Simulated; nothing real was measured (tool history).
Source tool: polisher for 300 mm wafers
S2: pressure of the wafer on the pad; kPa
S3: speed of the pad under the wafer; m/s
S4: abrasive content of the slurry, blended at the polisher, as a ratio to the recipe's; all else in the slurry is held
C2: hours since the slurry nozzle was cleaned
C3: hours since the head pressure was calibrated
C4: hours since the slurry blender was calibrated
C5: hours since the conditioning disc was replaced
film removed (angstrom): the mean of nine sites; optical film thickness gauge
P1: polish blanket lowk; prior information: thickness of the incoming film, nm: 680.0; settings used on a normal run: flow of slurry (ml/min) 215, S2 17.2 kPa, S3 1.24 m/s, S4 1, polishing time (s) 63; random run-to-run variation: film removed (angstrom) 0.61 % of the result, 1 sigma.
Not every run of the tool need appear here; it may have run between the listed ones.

Run 1, day 0.188: flow of slurry (ml/min) 215, S2 17.2 kPa, S3 1.24 m/s, S4 1, polishing time (s) 63; wafers polished on this pad 1016; C2 266.4; C3 269.1; C4 127.7; C5 129.1. Result: film removed (angstrom) 367.87.
Run 2, day 0.317: flow of slurry (ml/min) 215, S2 17.2 kPa, S3 1.24 m/s, S4 1, polishing time (s) 63; wafers polished on this pad 1050; C2 269.5; C3 272.2; C4 130.8; C5 132.2. Result: film removed (angstrom) 366.75.
Run 3, day 0.542: flow of slurry (ml/min) 215, S2 26.9 kPa, S3 1.24 m/s, S4 1, polishing time (s) 63; wafers polished on this pad 1109; C2 274.9; C3 277.6; C4 136.2; C5 137.6. Result: film removed (angstrom) 575.35.
At day 0.571: slurry blender recalibrated.
Run 4, day 0.725: flow of slurry (ml/min) 285, S2 17.2 kPa, S3 1.24 m/s, S4 1, polishing time (s) 63; wafers polished on this pad 1158; C2 279.3; C3 282; C4 3.8; C5 142. Result: film removed (angstrom) 379.3.
Run 5, day 0.992: flow of slurry (ml/min) 295, S2 17.2 kPa, S3 1.92 m/s, S4 1, polishing time (s) 63; wafers polished on this pad 1228; C2 285.7; C3 288.4; C4 10.2; C5 148.4. Result: film removed (angstrom) 536.41.
At day 1.075: conditioning disc replaced and pad reconditioned.
Run 6, day 1.192: flow of slurry (ml/min) 215, S2 17.2 kPa, S3 1.24 m/s, S4 1, polishing time (s) 28; wafers polished on this pad 1281; C2 290.5; C3 293.2; C4 15; C5 2.8. Result: film removed (angstrom) 164.94.
Run 7, day 1.425: flow of slurry (ml/min) 215, S2 17.2 kPa, S3 1.24 m/s, S4 1, polishing time (s) 63; wafers polished on this pad 1343; C2 296.1; C3 298.8; C4 20.6; C5 8.4. Result: film removed (angstrom) 370.62.
Run 8, day 1.583: flow of slurry (ml/min) 215, S2 17.2 kPa, S3 1.24 m/s, S4 1, polishing time (s) 84; wafers polished on this pad 1385; C2 299.9; C3 302.6; C4 24.4; C5 12.2. Result: film removed (angstrom) 490.63.
Run 9, day 1.779: flow of slurry (ml/min) 215, S2 17.2 kPa, S3 1.86 m/s, S4 1, polishing time (s) 63; wafers polished on this pad 1437; C2 304.6; C3 307.3; C4 29.1; C5 16.9. Result: film removed (angstrom) 515.01.
Run 10, day 1.992: flow of slurry (ml/min) 215, S2 17.2 kPa, S3 1.24 m/s, S4 1, polishing time (s) 63; wafers polished on this pad 1493; C2 309.7; C3 312.4; C4 34.2; C5 22. Result: film removed (angstrom) 366.86.
Run 11, day 2.242: flow of slurry (ml/min) 215, S2 17.2 kPa, S3 1.24 m/s, S4 1.4, polishing time (s) 63; wafers polished on this pad 1559; C2 315.7; C3 318.4; C4 40.2; C5 28. Result: film removed (angstrom) 426.17.
Run 12, day 2.483: flow of slurry (ml/min) 215, S2 17.2 kPa, S3 0.62 m/s, S4 1, polishing time (s) 63; wafers polished on this pad 1623; C2 321.5; C3 324.2; C4 46; C5 33.8. Result: film removed (angstrom) 213.75.
Run 13, day 2.658: flow of slurry (ml/min) 130, S2 10.3 kPa, S3 1.24 m/s, S4 1, polishing time (s) 63; wafers polished on this pad 1669; C2 325.7; C3 328.4; C4 50.2; C5 38. Result: film removed (angstrom) 204.21.

Run 14 is up next; what results do you expect?
Run 14, day 2.846: flow of slurry (ml/min) 215, S2 12.4 kPa, S3 1.24 m/s, S4 1, polishing time (s) 63; wafers polished on this pad 1719; C2 330.2; C3 332.9; C4 54.7; C5 42.5. Result: film removed (angstrom) ?.

film removed (angstrom): 267.32

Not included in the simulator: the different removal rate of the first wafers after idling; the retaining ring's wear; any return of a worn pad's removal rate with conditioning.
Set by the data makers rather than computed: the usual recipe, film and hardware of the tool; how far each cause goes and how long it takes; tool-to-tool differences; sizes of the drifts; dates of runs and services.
